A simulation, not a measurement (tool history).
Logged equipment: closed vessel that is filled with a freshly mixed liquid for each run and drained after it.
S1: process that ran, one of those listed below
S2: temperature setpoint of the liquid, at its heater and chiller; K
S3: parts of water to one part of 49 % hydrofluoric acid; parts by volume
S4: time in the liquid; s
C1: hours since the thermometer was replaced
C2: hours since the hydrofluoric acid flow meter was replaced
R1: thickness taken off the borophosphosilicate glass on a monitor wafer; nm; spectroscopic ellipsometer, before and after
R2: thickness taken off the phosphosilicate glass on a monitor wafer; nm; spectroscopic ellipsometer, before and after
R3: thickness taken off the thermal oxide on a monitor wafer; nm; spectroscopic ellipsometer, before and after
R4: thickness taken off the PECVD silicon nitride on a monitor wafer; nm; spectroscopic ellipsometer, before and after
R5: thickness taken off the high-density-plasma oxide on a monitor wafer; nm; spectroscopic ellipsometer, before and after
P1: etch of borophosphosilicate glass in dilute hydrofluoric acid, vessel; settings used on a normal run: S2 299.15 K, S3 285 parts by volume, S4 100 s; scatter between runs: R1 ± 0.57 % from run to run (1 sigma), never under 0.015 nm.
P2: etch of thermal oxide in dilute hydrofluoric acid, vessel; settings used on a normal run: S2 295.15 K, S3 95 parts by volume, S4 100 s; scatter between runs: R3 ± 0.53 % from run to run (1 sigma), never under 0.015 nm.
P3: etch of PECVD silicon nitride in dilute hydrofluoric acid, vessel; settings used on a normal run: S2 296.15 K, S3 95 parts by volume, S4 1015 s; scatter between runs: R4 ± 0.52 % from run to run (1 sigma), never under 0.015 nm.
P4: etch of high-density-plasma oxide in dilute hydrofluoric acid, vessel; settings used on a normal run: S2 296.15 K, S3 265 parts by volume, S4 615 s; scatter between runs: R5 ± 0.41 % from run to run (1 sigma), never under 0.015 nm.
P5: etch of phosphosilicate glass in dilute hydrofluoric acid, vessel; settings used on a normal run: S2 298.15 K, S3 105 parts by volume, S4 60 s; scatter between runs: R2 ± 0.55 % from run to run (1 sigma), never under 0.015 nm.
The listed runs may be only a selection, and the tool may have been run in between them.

run 1 hour=7.9 | S1=P1 S2=299.15 S3=285 S4=100 | C1=586.8 C2=541.9 | R1=23.6930
run 2 hour=19.9 | S1=P1 S2=299.15 S3=285 S4=100 | C1=598.8 C2=553.9 | R1=23.6600
run 3 hour=32.7 | S1=P5 S2=298.15 S3=185 S4=60 | C1=611.6 C2=566.7 | R2=26.903
run 4 hour=42.3 | S1=P1 S2=299.15 S3=285 S4=35 | C1=621.2 C2=576.3 | R1=8.2997
run 5 hour=56.1 | S1=P2 S2=295.15 S3=95 S4=165 | C1=635.0 C2=590.1 | R3=8.4580
run 6 hour=67.5 | S1=P3 S2=304.15 S3=95 S4=1015 | C1=646.4 C2=601.5 | R4=30.6150
run 7 hour=76.2 | S1=P3 S2=296.15 S3=95 S4=1015 | C1=655.1 C2=610.2 | R4=18.3320
run 8 hour=85.8 | S1=P1 S2=299.15 S3=285 S4=100 | C1=664.7 C2=619.8 | R1=23.8580
run 9 hour=96.3 | S1=P2 S2=295.15 S3=95 S4=100 | C1=675.2 C2=630.3 | R3=5.1595
run 10 hour=112.0 | S1=P2 S2=295.15 S3=95 S4=100 | C1=690.9 C2=646.0 | R3=5.1562
run 11 hour=121.7 | S1=P1 S2=299.15 S3=285 S4=100 | C1=700.6 C2=655.7 | R1=23.5860
run 12 hour=136.6 | S1=P1 S2=299.15 S3=285 S4=190 | C1=715.5 C2=670.6 | R1=44.8930
run 13 hour=145.1 | S1=P1 S2=299.15 S3=285 S4=100 | C1=724.0 C2=679.1 | R1=23.7010
run 14 hour=155.6 | S1=P4 S2=296.15 S3=265 S4=615 | C1=734.5 C2=689.6 | R5=19.3470
run 15 hour=169.5 | S1=P2 S2=295.15 S3=155 S4=100 | C1=748.4 C2=703.5 | R3=2.9250
run 16 hour=180.0 | S1=P3 S2=296.15 S3=95 S4=125 | C1=758.9 C2=714.0 | R4=2.2803
run 17 hour=197.1 | S1=P5 S2=298.15 S3=105 S4=60 | C1=776.0 C2=731.1 | R2=52.351
run 18 hour=212.3 | S1=P5 S2=303.65 S3=105 S4=60 | C1=791.2 C2=746.3 | R2=63.893
run 19 hour=225.9 | S1=P5 S2=298.15 S3=105 S4=115 | C1=804.8 C2=759.9 | R2=99.986
run 20 hour=242.2 | S1=P1 S2=299.15 S3=285 S4=100 | C1=821.1 C2=776.2 | R1=23.8080
run 21 hour=256.4 | S1=P4 S2=291.65 S3=265 S4=615 | C1=835.3 C2=790.4 | R5=16.4310
run 22 hour=264.7 | S1=P1 S2=294.65 S3=285 S4=100 | C1=843.6 C2=798.7 | R1=20.3060
run 23 hour=273.7 | S1=P1 S2=304.65 S3=490 S4=100 | C1=852.6 C2=807.7 | R1=13.4120
run 24 hour=284.7 | S1=P4 S2=296.15 S3=265 S4=1235 | C1=863.6 C2=818.7 | R5=38.7280
run 25 hour=300.5 | S1=P2 S2=302.65 S3=95 S4=100 | C1=879.4 C2=834.5 | R3=6.9142
run 26 hour=308.6 | S1=P1 S2=299.15 S3=425 S4=100 | C1=887.5 C2=842.6 | R1=13.8270
run 27 hour=322.3 | S1=P1 S2=299.15 S3=100 S4=100 | C1=901.2 C2=856.3 | R1=83.4740
-- hour=338.0 hydrofluoric acid flow meter replaced
run 28 hour=339.3 | S1=P3 S2=296.15 S3=170 S4=1015 | C1=918.2 C2=1.3 | R4=10.3220
run 29 hour=355.7 | S1=P4 S2=296.15 S3=440 S4=615 | C1=934.6 C2=17.7 | R5=9.9393
run 30 hour=366.3 | S1=P1 S2=303.15 S3=285 S4=100 | C1=945.2 C2=28.3 | R1=26.9830
run 31 hour=377.6 | S1=P1 S2=299.15 S3=285 S4=100 | C1=956.5 C2=39.6 | R1=23.5690
run 32 hour=389.8 | S1=P1 S2=299.15 S3=285 S4=100 | C1=968.7 C2=51.8 | R1=22.8720
run 33 hour=402.5 | S1=P1 S2=299.15 S3=285 S4=100 | C1=981.4 C2=64.5 | R1=22.7160

What does the tool deliver on the next run?
run 34 hour=418.7 | S1=P1 S2=299.15 S3=285 S4=100 | C1=997.6 C2=80.7 | R1=?

R1: 22.4310 nm
